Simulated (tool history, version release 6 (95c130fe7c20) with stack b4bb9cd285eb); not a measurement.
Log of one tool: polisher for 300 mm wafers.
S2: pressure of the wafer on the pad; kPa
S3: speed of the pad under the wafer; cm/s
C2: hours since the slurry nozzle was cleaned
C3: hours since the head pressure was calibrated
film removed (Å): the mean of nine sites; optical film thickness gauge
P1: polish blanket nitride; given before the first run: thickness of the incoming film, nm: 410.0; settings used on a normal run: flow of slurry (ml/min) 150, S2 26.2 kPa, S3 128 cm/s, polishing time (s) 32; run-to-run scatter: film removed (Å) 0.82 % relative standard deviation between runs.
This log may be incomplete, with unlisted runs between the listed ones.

run 1 hour=12.8 | flow_of_slurry_(ml/min)=150 S2=26.2 S3=128 polishing_time_(s)=32 | wafers_polished_on_this_pad=382 C2=626.4 C3=298.6 | film_removed_(Å)=606.98
run 2 hour=25.3 | flow_of_slurry_(ml/min)=150 S2=40.7 S3=128 polishing_time_(s)=32 | wafers_polished_on_this_pad=555 C2=638.9 C3=311.1 | film_removed_(Å)=932.04
run 3 hour=36.3 | flow_of_slurry_(ml/min)=195 S2=26.2 S3=128 polishing_time_(s)=42 | wafers_polished_on_this_pad=707 C2=649.9 C3=322.1 | film_removed_(Å)=816.13
run 4 hour=44.8 | flow_of_slurry_(ml/min)=150 S2=26.2 S3=128 polishing_time_(s)=32 | wafers_polished_on_this_pad=825 C2=658.4 C3=330.6 | film_removed_(Å)=607.78
run 5 hour=53.6 | flow_of_slurry_(ml/min)=150 S2=26.2 S3=90 polishing_time_(s)=32 | wafers_polished_on_this_pad=947 C2=667.2 C3=339.4 | film_removed_(Å)=461.78
run 6 hour=61.4 | flow_of_slurry_(ml/min)=230 S2=26.2 S3=128 polishing_time_(s)=32 | wafers_polished_on_this_pad=1055 C2=675.0 C3=347.2 | film_removed_(Å)=650.53
run 7 hour=73.9 | flow_of_slurry_(ml/min)=150 S2=26.2 S3=198 polishing_time_(s)=15 | wafers_polished_on_this_pad=1228 C2=687.5 C3=359.7 | film_removed_(Å)=399.73
run 8 hour=84.8 | flow_of_slurry_(ml/min)=150 S2=26.2 S3=128 polishing_time_(s)=32 | wafers_polished_on_this_pad=1378 C2=698.4 C3=370.6 | film_removed_(Å)=605.55
run 9 hour=97.8 | flow_of_slurry_(ml/min)=150 S2=26.2 S3=128 polishing_time_(s)=46 | wafers_polished_on_this_pad=1558 C2=711.4 C3=383.6 | film_removed_(Å)=863.43
run 10 hour=108.2 | flow_of_slurry_(ml/min)=150 S2=26.2 S3=128 polishing_time_(s)=32 | wafers_polished_on_this_pad=1702 C2=721.8 C3=394.0 | film_removed_(Å)=602.37
run 11 hour=118.2 | flow_of_slurry_(ml/min)=110 S2=26.2 S3=128 polishing_time_(s)=41 | wafers_polished_on_this_pad=1841 C2=731.8 C3=404.0 | film_removed_(Å)=727.81
run 12 hour=132.6 | flow_of_slurry_(ml/min)=150 S2=15.9 S3=128 polishing_time_(s)=32 | wafers_polished_on_this_pad=2040 C2=746.2 C3=418.4 | film_removed_(Å)=368.98
run 13 hour=140.9 | flow_of_slurry_(ml/min)=150 S2=26.2 S3=188 polishing_time_(s)=32 | wafers_polished_on_this_pad=2155 C2=754.5 C3=426.7 | film_removed_(Å)=825.22
run 14 hour=154.3 | flow_of_slurry_(ml/min)=150 S2=26.2 S3=128 polishing_time_(s)=16 | wafers_polished_on_this_pad=2340 C2=767.9 C3=440.1 | film_removed_(Å)=302.62
-- hour=160.0 head pressure recalibrated
run 15 hour=162.7 | flow_of_slurry_(ml/min)=150 S2=26.2 S3=128 polishing_time_(s)=32 | wafers_polished_on_this_pad=2457 C2=776.3 C3=2.7 | film_removed_(Å)=600.88
run 16 hour=174.3 | flow_of_slurry_(ml/min)=90 S2=26.2 S3=128 polishing_time_(s)=32 | wafers_polished_on_this_pad=2617 C2=787.9 C3=14.3 | film_removed_(Å)=549.81
run 17 hour=186.3 | flow_of_slurry_(ml/min)=150 S2=26.2 S3=128 polishing_time_(s)=32 | wafers_polished_on_this_pad=2783 C2=799.9 C3=26.3 | film_removed_(Å)=607.74
run 18 hour=195.2 | flow_of_slurry_(ml/min)=150 S2=26.2 S3=128 polishing_time_(s)=32 | wafers_polished_on_this_pad=2906 C2=808.8 C3=35.2 | film_removed_(Å)=590.33
run 19 hour=208.8 | flow_of_slurry_(ml/min)=150 S2=26.2 S3=128 polishing_time_(s)=32 | wafers_polished_on_this_pad=3095 C2=822.4 C3=48.8 | film_removed_(Å)=572.19
run 20 hour=223.1 | flow_of_slurry_(ml/min)=150 S2=26.2 S3=128 polishing_time_(s)=32 | wafers_polished_on_this_pad=3293 C2=836.7 C3=63.1 | film_removed_(Å)=559.70
run 21 hour=233.1 | flow_of_slurry_(ml/min)=150 S2=26.2 S3=128 polishing_time_(s)=32 | wafers_polished_on_this_pad=3431 C2=846.7 C3=73.1 | film_removed_(Å)=553.87
run 22 hour=242.0 | flow_of_slurry_(ml/min)=150 S2=26.2 S3=128 polishing_time_(s)=32 | wafers_polished_on_this_pad=3554 C2=855.6 C3=82.0 | film_removed_(Å)=557.62
run 23 hour=256.9 | flow_of_slurry_(ml/min)=150 S2=26.2 S3=128 polishing_time_(s)=32 | wafers_polished_on_this_pad=3760 C2=870.5 C3=96.9 | film_removed_(Å)=550.26
-- hour=263.0 head pressure recalibrated
run 24 hour=267.5 | flow_of_slurry_(ml/min)=150 S2=26.2 S3=128 polishing_time_(s)=32 | wafers_polished_on_this_pad=3907 C2=881.1 C3=4.6 | film_removed_(Å)=547.65
run 25 hour=275.8 | flow_of_slurry_(ml/min)=150 S2=26.2 S3=128 polishing_time_(s)=32 | wafers_polished_on_this_pad=4022 C2=889.4 C3=12.9 | film_removed_(Å)=541.45
run 26 hour=289.7 | flow_of_slurry_(ml/min)=150 S2=26.2 S3=128 polishing_time_(s)=32 | wafers_polished_on_this_pad=4214 C2=903.3 C3=26.8 | film_removed_(Å)=542.11

Compared with where it was, what P1 gives has crept away. Each cause listed below fits the log as well as the rest, at the size given for it:
A: slurry flow missing at the pad, % = 38.6
B: removal rate lost through wear of the pad, % = 10.1
The creep began at about hour 186.3.
Ruled out, with reasons:
head's pressure below its setpoint, %: work on it at hour 263.0, done after the drift set in, did not restore what the process gave before

The list below offers 4 check runs, each averaging the results of 5 wafers, and shows each result as a question mark. For which of them would the listed causes give clearly different results?
run check 1 hour=303.6 | flow_of_slurry_(ml/min)=150 S2=26.2 S3=128 polishing_time_(s)=41 | film_removed_(Å)=?
run check 2 hour=303.6 | flow_of_slurry_(ml/min)=150 S2=26.2 S3=184 polishing_time_(s)=32 | film_removed_(Å)=?
run check 3 hour=303.6 | flow_of_slurry_(ml/min)=225 S2=26.2 S3=178 polishing_time_(s)=32 | film_removed_(Å)=?
run check 4 hour=303.6 | flow_of_slurry_(ml/min)=150 S2=26.2 S3=180 polishing_time_(s)=32 | film_removed_(Å)=?

What each check would give under each cause:
check=check_1 result=film_removed_(Å) if_A=695.56 if_B=695.54
check=check_2 result=film_removed_(Å) if_A=725.75 if_B=725.73
check=check_3 result=film_removed_(Å) if_A=774.56 if_B=749.37
check=check_4 result=film_removed_(Å) if_A=713.10 if_B=713.08
Per-check spread between the two closest causes, in the result where they differ most: check 1 0 %; check 2 0 %; check 3 3.31 %; check 4 0 %
Check 3 tells the causes apart: in the others they would give nearly the same result.

Then check 3 was run and gave: film removed (Å) 772.81. Which cause is it?

It is A: slurry flow missing at the pad, %.
